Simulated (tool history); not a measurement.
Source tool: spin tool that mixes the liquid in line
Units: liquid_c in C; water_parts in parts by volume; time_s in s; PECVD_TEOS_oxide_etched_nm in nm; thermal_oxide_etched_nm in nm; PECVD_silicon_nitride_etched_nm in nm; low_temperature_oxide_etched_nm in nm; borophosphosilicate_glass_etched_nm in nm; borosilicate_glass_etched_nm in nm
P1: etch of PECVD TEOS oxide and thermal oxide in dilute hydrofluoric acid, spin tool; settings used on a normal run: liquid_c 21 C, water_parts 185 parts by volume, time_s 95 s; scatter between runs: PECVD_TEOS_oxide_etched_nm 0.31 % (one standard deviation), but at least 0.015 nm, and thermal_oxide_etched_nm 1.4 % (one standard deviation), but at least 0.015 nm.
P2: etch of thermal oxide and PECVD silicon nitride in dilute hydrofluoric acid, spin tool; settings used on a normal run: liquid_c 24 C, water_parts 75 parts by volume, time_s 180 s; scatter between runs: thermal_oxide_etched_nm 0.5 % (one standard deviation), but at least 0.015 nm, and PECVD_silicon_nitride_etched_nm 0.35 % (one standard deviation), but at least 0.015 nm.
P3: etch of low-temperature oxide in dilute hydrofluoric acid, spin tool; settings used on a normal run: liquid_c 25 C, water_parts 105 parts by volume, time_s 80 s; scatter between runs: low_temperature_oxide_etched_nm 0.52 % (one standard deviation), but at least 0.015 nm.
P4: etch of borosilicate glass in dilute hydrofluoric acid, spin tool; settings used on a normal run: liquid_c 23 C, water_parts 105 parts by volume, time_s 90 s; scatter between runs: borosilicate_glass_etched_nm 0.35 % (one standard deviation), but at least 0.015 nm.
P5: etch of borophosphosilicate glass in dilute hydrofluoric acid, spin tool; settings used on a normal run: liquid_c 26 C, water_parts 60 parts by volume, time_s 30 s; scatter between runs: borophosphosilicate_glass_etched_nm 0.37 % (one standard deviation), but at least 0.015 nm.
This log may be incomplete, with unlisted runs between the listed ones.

run,day,process,liquid_c,water_parts,time_s,hours since the thermometer was replaced,hours since the hydrofluoric acid flow meter was replaced,PECVD_TEOS_oxide_etched_nm,thermal_oxide_etched_nm,PECVD_silicon_nitride_etched_nm,low_temperature_oxide_etched_nm,borophosphosilicate_glass_etched_nm,borosilicate_glass_etched_nm
1,0.133,P1,21,185,95,364.1,538.9,10.508,1.9543,,,,
2,0.238,P2,24,20,180,366.6,541.4,,49.163,41.69,,,
3,0.454,P1,21,185,25,371.8,546.6,2.7634,0.49168,,,,
4,0.583,P1,17,255,95,374.9,549.7,6.0797,1.1368,,,,
5,0.771,P1,21,185,95,379.4,554.2,10.426,1.9827,,,,
6,0.933,P1,21,335,95,383.3,558.1,4.9877,0.98354,,,,
7,1.133,P1,21,185,95,388.1,562.9,10.471,1.9594,,,,
8,1.312,P3,33,105,80,392.4,567.2,,,,23.052,,
9,1.438,P1,21,185,95,395.4,570.2,10.444,1.9254,,,,
10,1.558,P3,25,105,80,398.3,573.1,,,,16.968,,
11,1.75,P2,24,75,335,402.9,577.7,,22.62,21.509,,,
12,1.888,P5,26,110,30,406.2,581,,,,,7.5122,
13,2.112,P1,17,185,95,411.6,586.4,8.9558,1.6498,,,,
14,2.262,P1,21,185,95,415.2,590,10.419,1.889,,,,
15,2.454,P1,27.5,185,95,419.8,594.6,13.317,2.4656,,,,
16,2.688,P5,26,60,15,425.4,600.2,,,,,7.3307,
17,2.896,P1,21,100,95,430.4,605.2,21.203,4.0647,,,,
18,3.042,P1,29,185,150,433.9,608.7,22.161,4.1168,,,,
19,3.271,P4,27,105,90,439.4,614.2,,,,,,41.554
# day 3.362: thermometer replaced
20,3.392,P5,26,60,30,0.7,617.1,,,,,14.765,
21,3.542,P4,23,105,15,4.3,620.7,,,,,,5.895
22,3.671,P2,20,75,180,7.4,623.8,,10.258,8.7722,,,
23,3.892,P1,27,185,160,12.7,629.1,21.939,4.1914,,,,
24,4.05,P2,24,75,180,16.5,632.9,,12.169,11.544,,,
25,4.196,P1,21,185,175,20,636.4,19.289,3.6497,,,,
26,4.329,P1,21,185,95,23.2,639.6,10.46,1.9912,,,,
27,4.446,P5,33.5,60,30,26,642.4,,,,,19.771,
28,4.558,P5,26,60,30,28.7,645.1,,,,,14.67,
29,4.779,P4,23,150,90,34,650.4,,,,,,23.617
30,4.9,P4,23,105,90,36.9,653.3,,,,,,35.558
31,5.029,P3,25,165,80,40,656.4,,,,10.07,,
32,5.179,P3,25,105,40,43.6,660,,,,8.5167,,
33,5.367,P1,21,185,95,48.1,664.5,10.417,1.9731,,,,
34,5.521,P1,21,185,95,51.8,668.2,10.472,1.9671,,,,
35,5.721,P1,21,185,95,56.6,673,9.9645,1.8774,,,,
36,5.846,P1,21,185,95,59.6,676,9.853,1.8086,,,,
37,5.958,P1,21,185,95,62.3,678.7,9.8044,1.8035,,,,
38,6.188,P1,21,185,95,67.8,684.2,9.6988,1.8521,,,,
39,6.329,P1,21,185,95,71.2,687.6,9.6048,1.7925,,,,
40,6.467,P1,21,185,95,74.5,690.9,9.5886,1.8093,,,,
41,6.642,P1,21,185,95,78.7,695.1,9.6045,1.8132,,,,

The log shows P1 creeping away from where it was. Any of the 2 causes listed here, at the size stated for it, fits the log just as well as the others:
A: liquid colder than its thermometer reads (K) = 2.17
B: hydrofluoric acid flow below the setpoint (%) = 6.82
The onset of the drift is placed at about day 5.521.

Below are 4 check runs, each on a single wafer, with their results shown as question marks. Which of them would tell the listed causes apart, meaning the causes would give clearly different results under it?
check 1,6.817,P2,24,75,280,,,,?,?,,,
check 2,6.817,P5,33.5,110,30,,,,,,,?,
check 3,6.817,P4,23,135,90,,,,,,,,?
check 4,6.817,P3,30,140,80,,,,,,?,,

Expected result of each check under each candidate cause:
check,result,if A,if B
check 1,thermal_oxide_etched_nm,17.342,17.53
check 1,PECVD_silicon_nitride_etched_nm,15.511,16.74
check 2,borophosphosilicate_glass_etched_nm,9.1799,9.1446
check 3,borosilicate_glass_etched_nm,24.481,24.573
check 4,low_temperature_oxide_etched_nm,13.61,13.547
Distance between the nearest two causes, measured in the result of the check that separates them most: check 1 7.63 %; check 2 0.39 %; check 3 0.37 %; check 4 0.47 %
Only check 1 tells the causes apart: in the others they would give nearly the same result.

The results of check 1 are: thermal_oxide_etched_nm 17.348 nm; PECVD_silicon_nitride_etched_nm 15.58 nm. Based on these, which of the listed causes is it?

A is the cause: liquid colder than its thermometer reads (K).
